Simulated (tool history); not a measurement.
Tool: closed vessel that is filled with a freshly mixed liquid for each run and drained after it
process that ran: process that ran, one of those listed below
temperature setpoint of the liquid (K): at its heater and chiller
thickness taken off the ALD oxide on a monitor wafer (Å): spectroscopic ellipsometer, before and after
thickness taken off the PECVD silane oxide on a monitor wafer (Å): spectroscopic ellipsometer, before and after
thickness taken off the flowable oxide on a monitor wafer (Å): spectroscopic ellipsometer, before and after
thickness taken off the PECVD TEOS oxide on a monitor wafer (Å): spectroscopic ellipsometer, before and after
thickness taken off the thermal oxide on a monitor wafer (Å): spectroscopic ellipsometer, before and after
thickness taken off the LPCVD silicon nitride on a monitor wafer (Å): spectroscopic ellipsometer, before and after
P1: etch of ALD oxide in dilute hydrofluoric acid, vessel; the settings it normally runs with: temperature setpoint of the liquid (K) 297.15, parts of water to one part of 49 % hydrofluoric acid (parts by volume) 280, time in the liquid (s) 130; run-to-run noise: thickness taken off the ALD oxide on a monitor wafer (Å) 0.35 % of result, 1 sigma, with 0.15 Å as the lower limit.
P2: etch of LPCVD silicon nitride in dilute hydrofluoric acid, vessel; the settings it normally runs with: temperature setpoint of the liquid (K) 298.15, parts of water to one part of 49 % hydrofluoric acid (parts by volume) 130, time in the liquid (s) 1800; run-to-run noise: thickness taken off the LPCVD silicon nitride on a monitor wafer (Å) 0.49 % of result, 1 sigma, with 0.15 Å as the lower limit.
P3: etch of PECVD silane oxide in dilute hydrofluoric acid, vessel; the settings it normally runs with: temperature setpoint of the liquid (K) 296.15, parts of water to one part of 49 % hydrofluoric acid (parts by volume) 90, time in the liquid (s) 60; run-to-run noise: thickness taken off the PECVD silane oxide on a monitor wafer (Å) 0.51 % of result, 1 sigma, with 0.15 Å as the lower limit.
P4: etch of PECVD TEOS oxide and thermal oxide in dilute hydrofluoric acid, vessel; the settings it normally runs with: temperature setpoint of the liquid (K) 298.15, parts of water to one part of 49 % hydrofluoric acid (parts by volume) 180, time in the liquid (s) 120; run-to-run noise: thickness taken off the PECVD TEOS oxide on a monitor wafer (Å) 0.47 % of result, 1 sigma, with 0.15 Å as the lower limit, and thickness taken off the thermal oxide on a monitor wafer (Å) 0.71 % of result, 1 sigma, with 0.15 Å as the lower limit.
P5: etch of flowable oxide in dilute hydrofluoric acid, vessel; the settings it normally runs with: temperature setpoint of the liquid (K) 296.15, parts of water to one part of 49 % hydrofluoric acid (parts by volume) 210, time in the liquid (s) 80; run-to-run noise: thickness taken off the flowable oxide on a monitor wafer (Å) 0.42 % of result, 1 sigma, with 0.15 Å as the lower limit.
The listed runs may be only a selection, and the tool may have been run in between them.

run,hour,process that ran,temperature setpoint of the liquid (K),parts of water to one part of 49 % hydrofluoric acid (parts by volume),time in the liquid (s),thickness taken off the ALD oxide on a monitor wafer (Å),thickness taken off the PECVD silane oxide on a monitor wafer (Å),thickness taken off the flowable oxide on a monitor wafer (Å),thickness taken off the PECVD TEOS oxide on a monitor wafer (Å),thickness taken off the thermal oxide on a monitor wafer (Å),thickness taken off the LPCVD silicon nitride on a monitor wafer (Å)
1,4.8,P1,297.15,280,130,63.151,,,,,
2,10.8,P3,296.15,90,60,,320.76,,,,
3,17.4,P1,301.65,280,190,108.180,,,,,
4,23.7,P1,303.15,280,130,77.660,,,,,
5,31.6,P5,296.15,210,155,,,164.340,,,
6,38.4,P4,298.15,180,120,,,,61.771,29.3840,
7,45.4,P2,298.15,25,1800,,,,,,463.490
8,51.7,P3,296.15,90,105,,562.82,,,,
9,56.0,P5,296.15,325,80,,,49.253,,,
10,60.8,P1,303.65,280,230,140.020,,,,,
11,68.2,P1,297.15,405,130,38.830,,,,,
12,73.1,P2,290.15,130,1800,,,,,,53.526
13,78.9,P1,297.15,280,130,63.374,,,,,
14,84.6,P1,297.15,280,30,14.361,,,,,
15,89.4,P5,304.15,210,80,,,112.900,,,
16,95.2,P3,296.15,90,60,,319.43,,,,
17,102.3,P5,296.15,210,80,,,85.708,,,
18,107.4,P1,297.15,65,130,350.870,,,,,
19,111.3,P1,290.15,280,130,49.014,,,,,
20,115.0,P4,298.15,95,120,,,,130.470,61.8190,
21,119.2,P2,298.15,130,1800,,,,,,91.521
22,126.0,P1,297.15,280,130,63.747,,,,,
23,132.1,P3,296.15,165,60,,160.78,,,,
24,138.8,P1,297.15,280,130,63.301,,,,,
25,143.3,P5,296.15,210,80,,,85.855,,,
26,149.0,P1,297.15,280,130,63.518,,,,,
27,157.2,P1,297.15,280,130,63.239,,,,,
28,164.4,P4,298.15,180,35,,,,18.007,8.8441,
29,169.6,P3,290.15,90,60,,249.45,,,,
30,175.1,P4,306.15,180,120,,,,82.645,39.0980,
31,182.2,P4,298.15,180,120,,,,61.872,29.4840,
32,186.8,P2,298.15,130,3220,,,,,,163.330
33,191.0,P1,297.15,280,235,114.640,,,,,
34,195.7,P1,297.15,280,130,63.615,,,,,
35,202.4,P1,297.15,280,130,64.774,,,,,
36,208.9,P1,297.15,280,130,65.970,,,,,
37,216.7,P1,297.15,280,130,66.311,,,,,
38,221.8,P1,297.15,280,130,66.127,,,,,
39,226.0,P1,297.15,280,130,66.452,,,,,
40,231.1,P1,297.15,280,130,66.984,,,,,
41,239.2,P1,297.15,280,130,67.068,,,,,
42,245.8,P1,297.15,280,130,66.854,,,,,
43,250.5,P1,297.15,280,130,66.581,,,,,

The log shows P1 creeping away from where it was. Any of the 2 causes listed here, at the size stated for it, fits the log just as well as the others:
A: hydrofluoric acid flow above the setpoint (%) = 4.12
B: liquid hotter than its thermometer reads (K) = 1.48
The onset of the drift is placed at about hour 195.7.

Each of the 4 check runs below uses one wafer; its results are left as question marks. Which run tells the causes apart?
check 1,255.2,P3,296.15,155,105,,?,,,,
check 2,255.2,P2,298.15,45,1800,,,,,,?
check 3,255.2,P5,301.15,275,80,,,?,,,
check 4,255.2,P4,305.65,180,120,,,,?,?,

Predicted outcomes, by check and by cause:
check,result,if A,if B
check 1,thickness taken off the PECVD silane oxide on a monitor wafer (Å),316.01,318.98
check 2,thickness taken off the LPCVD silicon nitride on a monitor wafer (Å),270.780,287.330
check 3,thickness taken off the flowable oxide on a monitor wafer (Å),76.369,76.141
check 4,thickness taken off the PECVD TEOS oxide on a monitor wafer (Å),85.263,85.286
check 4,thickness taken off the thermal oxide on a monitor wafer (Å),40.3650,40.3760
How far apart the two closest causes lie, in the result that separates them most: check 1 0.94 %; check 2 5.93 %; check 3 0.3 %; check 4 0.03 %
Check 2 is the one run that separates the causes; every other check would come out nearly the same whichever cause is at work.

The results of check 2 are: thickness taken off the LPCVD silicon nitride on a monitor wafer (Å) 271.560. Based on these, which of the listed causes is it?

The cause is A: hydrofluoric acid flow above the setpoint (%).
